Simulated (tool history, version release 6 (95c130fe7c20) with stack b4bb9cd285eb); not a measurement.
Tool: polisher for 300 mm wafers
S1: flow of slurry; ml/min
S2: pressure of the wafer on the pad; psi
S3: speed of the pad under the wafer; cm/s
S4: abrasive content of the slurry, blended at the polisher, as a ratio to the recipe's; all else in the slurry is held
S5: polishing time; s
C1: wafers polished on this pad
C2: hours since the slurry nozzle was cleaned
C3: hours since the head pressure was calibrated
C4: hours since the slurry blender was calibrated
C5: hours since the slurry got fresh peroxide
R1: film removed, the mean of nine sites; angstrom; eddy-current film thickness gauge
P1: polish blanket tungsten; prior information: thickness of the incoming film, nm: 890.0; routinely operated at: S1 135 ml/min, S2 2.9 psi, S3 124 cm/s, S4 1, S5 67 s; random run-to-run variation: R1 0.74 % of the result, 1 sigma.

run	hour	S1	S2	S3	S4	S5	C1	C2	C3	C4	C5	R1
1	10.7	135	2.9	124	1	67	574	322.5	263.5	185.2	74.7	2633.9
2	23.3	135	2.9	124	1	32	681	335.1	276.1	197.8	87.3	1271.5
3	32.4	135	2.1	124	1	67	758	344.2	285.2	206.9	96.4	1910.6
4	39.8	135	2.9	124	1	67	820	351.6	292.6	214.3	103.8	2656.4
5	45.8	135	2.9	124	1	104	871	357.6	298.6	220.3	109.8	4053.1
6	53.2	85	2.9	124	1	67	933	365	306	227.7	117.2	2376
7	60.5	135	2.9	124	1	67	995	372.3	313.3	235	124.5	2615
8	68.6	135	2.9	158	1	67	1063	380.4	321.4	243.1	132.6	3303.4
9	74.3	135	2.9	124	1	67	1111	386.1	327.1	248.8	138.3	2662.5
10	82.3	135	2.9	124	1	67	1179	394.1	335.1	256.8	146.3	2663.4
11	93.6	135	2.9	124	0.55	67	1274	405.4	346.4	268.1	157.6	2301.6
12	99.8	135	2.9	56	1	67	1327	411.6	352.6	274.3	163.8	1201.4
13	108.5	135	4	124	1	67	1400	420.3	361.3	283	172.5	3648.9
14	114.4	135	2.9	124	0.6	102	1450	426.2	367.2	288.9	178.4	3558.8
15	126.7	135	2.9	124	1	67	1554	438.5	379.5	301.2	190.7	2652.5
16	139.2	135	2.9	124	1.25	34	1659	451	392	313.7	203.2	1433.5
17	151.6	200	2.9	124	1	67	1764	463.4	404.4	326.1	215.6	2835.7
18	160.5	135	2.9	124	1.5	67	1839	472.3	413.3	335	224.5	2875.8
19	171.7	95	4.2	124	1	67	1934	483.5	424.5	346.2	235.7	3507.4
20	180.2	135	2.9	124	1	67	2006	492	433	354.7	244.2	2614.4
21	186.2	135	2.9	124	1	67	2056	498	439	360.7	250.2	2569.8
22	198	135	2.9	124	1	67	2156	509.8	450.8	372.5	262	2494.8
23	206.6	135	2.9	124	1	67	2229	518.4	459.4	381.1	270.6	2457.7
24	216.7	135	2.9	124	1	67	2314	528.5	469.5	391.2	280.7	2414.5
# hour 219.9: slurry blender recalibrated
# hour 223.2: head pressure recalibrated
25	224.2	135	2.9	124	1	67	2377	536	1.1	4.3	288.2	2430.3
26	232.7	135	2.9	124	1	67	2449	544.5	9.6	12.8	296.7	2440.1
# hour 240.5: slurry tank refilled with fresh slurry and peroxide
27	241.8	135	2.9	124	1	67	2526	553.6	18.7	21.9	1.4	2383.5
28	253.3	135	2.9	124	1	67	2623	565.1	30.2	33.4	12.9	2405.4
29	261.1	135	2.9	124	1	67	2689	572.9	38	41.2	20.7	2385.9

Compared with where it was, what P1 gives has crept away. Each cause listed below fits the log as well as the rest, at the size given for it:
A: removal rate lost through wear of the pad, % = 8.85
B: slurry flow missing at the pad, % = 33.3
The drift started at roughly hour 180.2.
The rest of the possible causes, and what rules out each one:
head's pressure below its setpoint, %: maintenance at hour 223.2, after the shift began, did not return the process to its former output
abrasive missing from the slurry, %: maintenance at hour 219.9, after the shift began, did not return the process to its former output
peroxide lost from the slurry, %: maintenance at hour 240.5, after the shift began, did not return the process to its former output

You are offered 4 check runs, listed below with question marks in place of their results; each one averages 5 wafers. Which run separates the listed causes by giving clearly different results for each?
check 1	268.9	135	3.6	124	1.45	67						?
check 2	268.9	135	2.9	92	1.35	67						?
check 3	268.9	135	2.9	56	0.7	67						?
check 4	268.9	195	2.9	124	1	67						?

Expected result of each check under each candidate cause:
check	result	if A	if B
check 1	R1	3262	3261.3
check 2	R1	1915.9	1915.5
check 3	R1	998.88	998.67
check 4	R1	2549.7	2617.3
Per-check spread between the two closest causes, in the result where they differ most: check 1 0.02 %; check 2 0.02 %; check 3 0.02 %; check 4 2.62 %
Only check 4 tells the causes apart: in the others they would give nearly the same result.

Check 4 was then run and gave: R1 2535.3 angstrom. Which cause is it?

The cause is A: removal rate lost through wear of the pad, %.
